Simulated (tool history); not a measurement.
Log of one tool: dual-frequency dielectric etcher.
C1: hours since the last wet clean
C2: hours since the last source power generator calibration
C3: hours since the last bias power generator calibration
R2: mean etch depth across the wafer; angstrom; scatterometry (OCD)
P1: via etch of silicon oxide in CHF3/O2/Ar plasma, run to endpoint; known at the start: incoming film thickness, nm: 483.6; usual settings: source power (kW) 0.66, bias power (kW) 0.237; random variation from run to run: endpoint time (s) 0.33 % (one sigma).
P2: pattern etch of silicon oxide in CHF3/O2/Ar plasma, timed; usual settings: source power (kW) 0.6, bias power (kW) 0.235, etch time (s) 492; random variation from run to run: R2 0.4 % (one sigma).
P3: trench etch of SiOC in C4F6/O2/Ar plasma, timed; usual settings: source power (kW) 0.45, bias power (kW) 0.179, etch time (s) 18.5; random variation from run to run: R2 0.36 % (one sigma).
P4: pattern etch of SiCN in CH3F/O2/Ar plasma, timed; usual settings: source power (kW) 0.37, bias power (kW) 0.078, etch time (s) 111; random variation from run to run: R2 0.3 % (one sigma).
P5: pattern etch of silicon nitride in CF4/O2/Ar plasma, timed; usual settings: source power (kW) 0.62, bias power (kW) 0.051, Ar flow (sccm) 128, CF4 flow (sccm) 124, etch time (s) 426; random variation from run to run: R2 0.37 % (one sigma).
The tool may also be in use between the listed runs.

{"run": 1, "hour": 14.7, "process that ran": "P1", "source power (kW)": 0.66, "bias power (kW)": 0.237, "C1": 223.6, "C2": 933.1, "C3": 3068.1, "endpoint time (s)": 206.27}
{"run": 2, "hour": 24.0, "process that ran": "P4", "source power (kW)": 0.27, "bias power (kW)": 0.078, "etch time (s)": 111, "C1": 232.9, "C2": 942.4, "C3": 3077.4, "R2": 369.73}
{"run": 3, "hour": 37.8, "process that ran": "P5", "source power (kW)": 0.62, "bias power (kW)": 0.051, "etch time (s)": 426, "Ar flow (sccm)": 128, "CF4 flow (sccm)": 168, "C1": 246.7, "C2": 956.2, "C3": 3091.2, "R2": 10064}
{"run": 4, "hour": 55.0, "process that ran": "P1", "source power (kW)": 0.66, "bias power (kW)": 0.17, "C1": 263.9, "C2": 973.4, "C3": 3108.4, "endpoint time (s)": 230.81}
{"run": 5, "hour": 69.3, "process that ran": "P2", "source power (kW)": 0.6, "bias power (kW)": 0.235, "etch time (s)": 492, "C1": 278.2, "C2": 987.7, "C3": 3122.7, "R2": 10570}
{"run": 6, "hour": 82.9, "process that ran": "P1", "source power (kW)": 0.78, "bias power (kW)": 0.161, "C1": 291.8, "C2": 1001.3, "C3": 3136.3, "endpoint time (s)": 218.65}
{"run": 7, "hour": 92.4, "process that ran": "P1", "source power (kW)": 0.66, "bias power (kW)": 0.237, "C1": 301.3, "C2": 1010.8, "C3": 3145.8, "endpoint time (s)": 204.83}
{"run": 8, "hour": 105.4, "process that ran": "P5", "source power (kW)": 0.37, "bias power (kW)": 0.051, "etch time (s)": 426, "Ar flow (sccm)": 128, "CF4 flow (sccm)": 124, "C1": 314.3, "C2": 1023.8, "C3": 3158.8, "R2": 6254.6}
{"run": 9, "hour": 114.7, "process that ran": "P5", "source power (kW)": 0.62, "bias power (kW)": 0.051, "etch time (s)": 638.5, "Ar flow (sccm)": 128, "CF4 flow (sccm)": 124, "C1": 323.6, "C2": 1033.1, "C3": 3168.1, "R2": 14615}
{"run": 10, "hour": 124.2, "process that ran": "P4", "source power (kW)": 0.37, "bias power (kW)": 0.078, "etch time (s)": 111, "C1": 333.1, "C2": 1042.6, "C3": 3177.6, "R2": 415.09}
{"run": 11, "hour": 138.4, "process that ran": "P1", "source power (kW)": 0.66, "bias power (kW)": 0.237, "C1": 347.3, "C2": 1056.8, "C3": 3191.8, "endpoint time (s)": 204.76}
{"run": 12, "hour": 149.5, "process that ran": "P1", "source power (kW)": 0.8, "bias power (kW)": 0.237, "C1": 358.4, "C2": 1067.9, "C3": 3202.9, "endpoint time (s)": 191.37}
{"run": 13, "hour": 163.3, "process that ran": "P1", "source power (kW)": 0.45, "bias power (kW)": 0.327, "C1": 372.2, "C2": 1081.7, "C3": 3216.7, "endpoint time (s)": 211}
{"run": 14, "hour": 181.0, "process that ran": "P2", "source power (kW)": 0.6, "bias power (kW)": 0.155, "etch time (s)": 492, "C1": 389.9, "C2": 1099.4, "C3": 3234.4, "R2": 9161.4}
{"run": 15, "hour": 190.4, "process that ran": "P4", "source power (kW)": 0.37, "bias power (kW)": 0.048, "etch time (s)": 111, "C1": 399.3, "C2": 1108.8, "C3": 3243.8, "R2": 354.13}
{"run": 16, "hour": 205.3, "process that ran": "P3", "source power (kW)": 0.45, "bias power (kW)": 0.179, "etch time (s)": 23.5, "C1": 414.2, "C2": 1123.7, "C3": 3258.7, "R2": 513.8}
{"run": 17, "hour": 216.7, "process that ran": "P1", "source power (kW)": 0.66, "bias power (kW)": 0.237, "C1": 425.6, "C2": 1135.1, "C3": 3270.1, "endpoint time (s)": 204.98}
{"run": 18, "hour": 227.0, "process that ran": "P2", "source power (kW)": 0.47, "bias power (kW)": 0.235, "etch time (s)": 492, "C1": 435.9, "C2": 1145.4, "C3": 3280.4, "R2": 9676.4}
{"run": 19, "hour": 234.9, "process that ran": "P5", "source power (kW)": 0.62, "bias power (kW)": 0.051, "etch time (s)": 426, "Ar flow (sccm)": 173, "CF4 flow (sccm)": 124, "C1": 443.8, "C2": 1153.3, "C3": 3288.3, "R2": 9363.9}
{"run": 20, "hour": 245.9, "process that ran": "P4", "source power (kW)": 0.37, "bias power (kW)": 0.078, "etch time (s)": 64, "C1": 454.8, "C2": 1164.3, "C3": 3299.3, "R2": 241.08}
{"run": 21, "hour": 261.6, "process that ran": "P2", "source power (kW)": 0.6, "bias power (kW)": 0.235, "etch time (s)": 492, "C1": 470.5, "C2": 1180, "C3": 3315, "R2": 10493}
{"run": 22, "hour": 278.7, "process that ran": "P1", "source power (kW)": 0.66, "bias power (kW)": 0.28, "C1": 487.6, "C2": 1197.1, "C3": 3332.1, "endpoint time (s)": 192.79}
{"run": 23, "hour": 294.4, "process that ran": "P5", "source power (kW)": 0.62, "bias power (kW)": 0.051, "etch time (s)": 426, "Ar flow (sccm)": 128, "CF4 flow (sccm)": 124, "C1": 503.3, "C2": 1212.8, "C3": 3347.8, "R2": 9802.6}
{"run": 24, "hour": 312.6, "process that ran": "P4", "source power (kW)": 0.37, "bias power (kW)": 0.078, "etch time (s)": 111, "C1": 521.5, "C2": 1231, "C3": 3366, "R2": 417.29}
{"run": 25, "hour": 325.5, "process that ran": "P1", "source power (kW)": 0.66, "bias power (kW)": 0.237, "C1": 534.4, "C2": 1243.9, "C3": 3378.9, "endpoint time (s)": 205.58}
{"run": 26, "hour": 341.7, "process that ran": "P3", "source power (kW)": 0.45, "bias power (kW)": 0.179, "etch time (s)": 18.5, "C1": 550.6, "C2": 1260.1, "C3": 3395.1, "R2": 404.45}
{"run": 27, "hour": 352.1, "process that ran": "P2", "source power (kW)": 0.6, "bias power (kW)": 0.235, "etch time (s)": 634.5, "C1": 561, "C2": 1270.5, "C3": 3405.5, "R2": 13639}
{"run": 28, "hour": 368.3, "process that ran": "P5", "source power (kW)": 0.62, "bias power (kW)": 0.068, "etch time (s)": 426, "Ar flow (sccm)": 128, "CF4 flow (sccm)": 124, "C1": 577.2, "C2": 1286.7, "C3": 3421.7, "R2": 10953}
{"run": 29, "hour": 378.9, "process that ran": "P3", "source power (kW)": 0.45, "bias power (kW)": 0.119, "etch time (s)": 18.5, "C1": 587.8, "C2": 1297.3, "C3": 3432.3, "R2": 359.01}
{"run": 30, "hour": 396.1, "process that ran": "P3", "source power (kW)": 0.27, "bias power (kW)": 0.179, "etch time (s)": 18.5, "C1": 605, "C2": 1314.5, "C3": 3449.5, "R2": 333.61}
{"run": 31, "hour": 412.1, "process that ran": "P1", "source power (kW)": 0.49, "bias power (kW)": 0.237, "C1": 621, "C2": 1330.5, "C3": 3465.5, "endpoint time (s)": 229.81}
{"run": 32, "hour": 421.9, "process that ran": "P1", "source power (kW)": 0.66, "bias power (kW)": 0.237, "C1": 630.8, "C2": 1340.3, "C3": 3475.3, "endpoint time (s)": 205.47}
{"run": 33, "hour": 435.1, "process that ran": "P1", "source power (kW)": 0.66, "bias power (kW)": 0.237, "C1": 644, "C2": 1353.5, "C3": 3488.5, "endpoint time (s)": 205.11}
{"run": 34, "hour": 452.7, "process that ran": "P1", "source power (kW)": 0.66, "bias power (kW)": 0.237, "C1": 661.6, "C2": 1371.1, "C3": 3506.1, "endpoint time (s)": 203.28}
{"run": 35, "hour": 464.3, "process that ran": "P1", "source power (kW)": 0.66, "bias power (kW)": 0.237, "C1": 673.2, "C2": 1382.7, "C3": 3517.7, "endpoint time (s)": 203.16}
{"run": 36, "hour": 479.4, "process that ran": "P1", "source power (kW)": 0.66, "bias power (kW)": 0.237, "C1": 688.3, "C2": 1397.8, "C3": 3532.8, "endpoint time (s)": 202.35}
{"run": 37, "hour": 489.2, "process that ran": "P1", "source power (kW)": 0.66, "bias power (kW)": 0.237, "C1": 698.1, "C2": 1407.6, "C3": 3542.6, "endpoint time (s)": 202.01}
{"hour": 496.2, "done": "wet clean of the chamber"}
{"run": 38, "hour": 498.5, "process that ran": "P1", "source power (kW)": 0.66, "bias power (kW)": 0.237, "C1": 2.4, "C2": 1416.9, "C3": 3551.9, "endpoint time (s)": 202.21}
{"run": 39, "hour": 512.4, "process that ran": "P1", "source power (kW)": 0.66, "bias power (kW)": 0.237, "C1": 16.3, "C2": 1430.8, "C3": 3565.8, "endpoint time (s)": 201.45}
{"run": 40, "hour": 523.5, "process that ran": "P1", "source power (kW)": 0.66, "bias power (kW)": 0.237, "C1": 27.4, "C2": 1441.9, "C3": 3576.9, "endpoint time (s)": 203.02}

What P1 gives has crept away from where it was. These 2 causes fit the log equally well, each at the size given:
A: bias power that arrives over what is set, % = 4.84
B: source power that arrives over what is set, % = 4.53
The creep began at about hour 421.9.
Why every other cause is out:
chamber walls in a state that raises the etch rate, %: serviced at hour 496.2, which brought nothing back

4 check runs are offered, each on 2 wafers whose results are averaged, their results left as question marks. Which one tells the causes apart?
{"run": "check 1", "hour": 534.6, "process that ran": "P2", "source power (kW)": 0.6, "bias power (kW)": 0.164, "etch time (s)": 492, "R2": "?"}
{"run": "check 2", "hour": 534.6, "process that ran": "P3", "source power (kW)": 0.29, "bias power (kW)": 0.126, "etch time (s)": 18.5, "R2": "?"}
{"run": "check 3", "hour": 534.6, "process that ran": "P4", "source power (kW)": 0.37, "bias power (kW)": 0.066, "etch time (s)": 111, "R2": "?"}
{"run": "check 4", "hour": 534.6, "process that ran": "P5", "source power (kW)": 0.62, "bias power (kW)": 0.063, "etch time (s)": 426, "Ar flow (sccm)": 128, "CF4 flow (sccm)": 124, "R2": "?"}

What each check would give under each cause:
check=check_1 result=R2 if_A=9481.8 if_B=9494.9
check=check_2 result=R2 if_A=310.17 if_B=311.19
check=check_3 result=R2 if_A=398.76 if_B=398.82
check=check_4 result=R2 if_A=10751 if_B=10969
How far apart the two closest causes lie, in the result that separates them most: check 1 0.14 %; check 2 0.33 %; check 3 0.02 %; check 4 2.01 %
Check 4 tells the causes apart: in the others they would give nearly the same result.

Then check 4 was run and gave: R2 10766 angstrom. Which cause is it?

It is A: bias power that arrives over what is set, %.
